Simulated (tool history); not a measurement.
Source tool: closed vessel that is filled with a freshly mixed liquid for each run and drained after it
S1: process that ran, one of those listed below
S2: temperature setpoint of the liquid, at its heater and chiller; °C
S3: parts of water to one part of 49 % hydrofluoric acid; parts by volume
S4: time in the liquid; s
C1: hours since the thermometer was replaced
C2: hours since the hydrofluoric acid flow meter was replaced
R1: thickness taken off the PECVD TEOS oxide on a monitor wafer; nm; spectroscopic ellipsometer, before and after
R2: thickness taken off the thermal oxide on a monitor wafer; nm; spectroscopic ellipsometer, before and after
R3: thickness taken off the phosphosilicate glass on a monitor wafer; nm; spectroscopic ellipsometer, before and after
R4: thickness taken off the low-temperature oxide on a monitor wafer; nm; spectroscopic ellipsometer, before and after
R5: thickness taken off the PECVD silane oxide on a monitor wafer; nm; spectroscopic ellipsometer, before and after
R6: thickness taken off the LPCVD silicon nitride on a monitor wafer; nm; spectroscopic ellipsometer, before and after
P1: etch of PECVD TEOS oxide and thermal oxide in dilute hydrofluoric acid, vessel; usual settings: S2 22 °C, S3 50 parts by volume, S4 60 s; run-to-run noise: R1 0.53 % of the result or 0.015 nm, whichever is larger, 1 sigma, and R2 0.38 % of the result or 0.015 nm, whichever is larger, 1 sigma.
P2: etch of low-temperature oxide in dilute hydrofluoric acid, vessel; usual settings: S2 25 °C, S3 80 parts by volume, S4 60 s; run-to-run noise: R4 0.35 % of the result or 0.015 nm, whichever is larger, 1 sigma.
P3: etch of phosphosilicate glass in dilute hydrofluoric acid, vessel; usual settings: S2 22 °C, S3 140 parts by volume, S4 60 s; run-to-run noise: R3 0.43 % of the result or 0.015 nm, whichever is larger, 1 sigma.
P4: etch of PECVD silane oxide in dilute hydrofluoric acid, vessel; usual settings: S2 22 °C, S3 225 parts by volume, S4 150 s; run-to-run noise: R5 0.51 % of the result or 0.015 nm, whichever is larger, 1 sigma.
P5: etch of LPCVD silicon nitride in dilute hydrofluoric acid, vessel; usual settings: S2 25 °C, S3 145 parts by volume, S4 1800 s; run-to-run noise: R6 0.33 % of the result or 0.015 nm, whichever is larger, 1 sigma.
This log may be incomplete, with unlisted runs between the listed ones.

run   hour  S1    S2   S3    S4     C1     C2      R1      R2      R3      R4      R5      R6
  1    3.7  P1    22   50    60  299.3  211.9  33.531  5.4308
  2    8.5  P3    22  140    60  304.1  216.7                  73.106
  3   13.3  P1  26.5   50    30  308.9  221.5  20.045  3.2697
  4   18.5  P1    22   50   115  314.1  226.7   63.29  10.422
  5   21.9  P2    32   80    60  317.5  230.1                          17.314
  6   24.9  P4    22  225   150  320.5  233.1                                  8.0757
  7   28.7  P1    22   50    60  324.3  236.9  32.907  5.4411
  8   34.5  P1    22   50    60  330.1  242.7  33.198  5.4327
  9   39.6  P5    25  145  2850  335.2  247.8                                          10.168
 10   45.9  P5    25  215  1800  341.5  254.1                                          4.3163
 11   49.5  P3    22   25    60  345.1  257.7                  470.77
 12   54.4  P5    20  145  1800    350  262.6                                          4.5747
 13   60.3  P4    22   45   150  355.9  268.5                                  48.974
 14   63.8  P3    22  140   115  359.4    272                  139.83
 15   69.1  P1  30.5   50    60  364.7  277.3   46.89  7.6888
 16   73.5  P1    22   50    60  369.1  281.7  33.153   5.444
 17   78.6  P4  28.5  225   150  374.2  286.8                                  10.073
 18   82.5  P5    25  145  1800  378.1  290.7                                          6.3324
 19   88.5  P1    22   80    60  384.1  296.7  20.132  3.2734
 20   94.8  P2    25   80    30  390.4    303                          6.5789
 21   98.9  P1    22   20    60  394.5  307.1  86.944  14.158
 22  102.6  P1    22   50    60  398.2  310.8  33.416   5.418
 23  105.7  P2    25   80    60  401.3  313.9                          13.118
 24  110.5  P5    25  145  1800  406.1  318.7                                          6.3614
 25  115.9  P2    25   25    60  411.5  324.1                          45.368
 26  118.9  P4    22  225   150  414.5  327.1                                  8.0723
 27  124.8  P1    22   50    60  420.4    333  33.065  5.4001
     125.1  -- thermometer replaced
 28  129.7  P4    22  225   245    4.7  337.9                                  13.058
 29  134.1  P1    17   50    60    9.1  342.3  26.867  4.3967
 30  139.1  P3    18  140    60   14.1  347.3                  62.475
 31  143.8  P3    22  140    60   18.8    352                   73.03
 32  149.7  P1    22   50    30   24.7  357.9  16.654  2.7213
 33  155.5  P1    22   50    60   30.5  363.7  33.024  5.4637
 34  161.9  P1    22   50    60   36.9  370.1  34.208  5.6413
 35    166  P1    22   50    60     41  374.2  34.719  5.6753
 36  170.9  P1    22   50    60   45.9  379.1  34.702   5.747
 37  177.2  P1    22   50    60   52.2  385.4  34.884  5.7672
 38  183.1  P1    22   50    60   58.1  391.3  35.231  5.7821
 39  187.2  P1    22   50    60   62.2  395.4  35.306  5.7636

P1 has crept away from where it was. The log is fitted equally well by each of these 2 causes, at the sizes shown:
A: hydrofluoric acid flow above the setpoint (%) = 5.61
B: liquid hotter than its thermometer reads (K) = 1.4
Creep in the process output first set in at about hour 155.5.

Of the 4 check runs listed below, each run on one wafer and each result written as a question mark, which would let you distinguish the listed causes because they would give clearly different results?
check 1  191.3  P3    19   45    60                   ?
check 2  191.3  P5    21  185  1800                               ?
check 3  191.3  P2  30.5   25    60                       ?
check 4  191.3  P4  27.5  105   150                           ?

Predicted outcomes, by check and by cause:
  check  result    if A    if B
check 1      R3  237.58  238.16
check 2      R6  4.0793  4.2357
check 3      R4   60.05  59.991
check 4      R5  25.847  25.619
Gap, in per cent, between the two causes that each check separates least, read from the result that separates them most: check 1 0.24 %; check 2 3.76 %; check 3 0.1 %; check 4 0.89 %
Check 2 is the one run that separates the causes; every other check would come out nearly the same whichever cause is at work.

The results of check 2 are: R6 4.077 nm. Based on these, which of the listed causes is it?

Of the candidate causes, it is A: hydrofluoric acid flow above the setpoint (%).
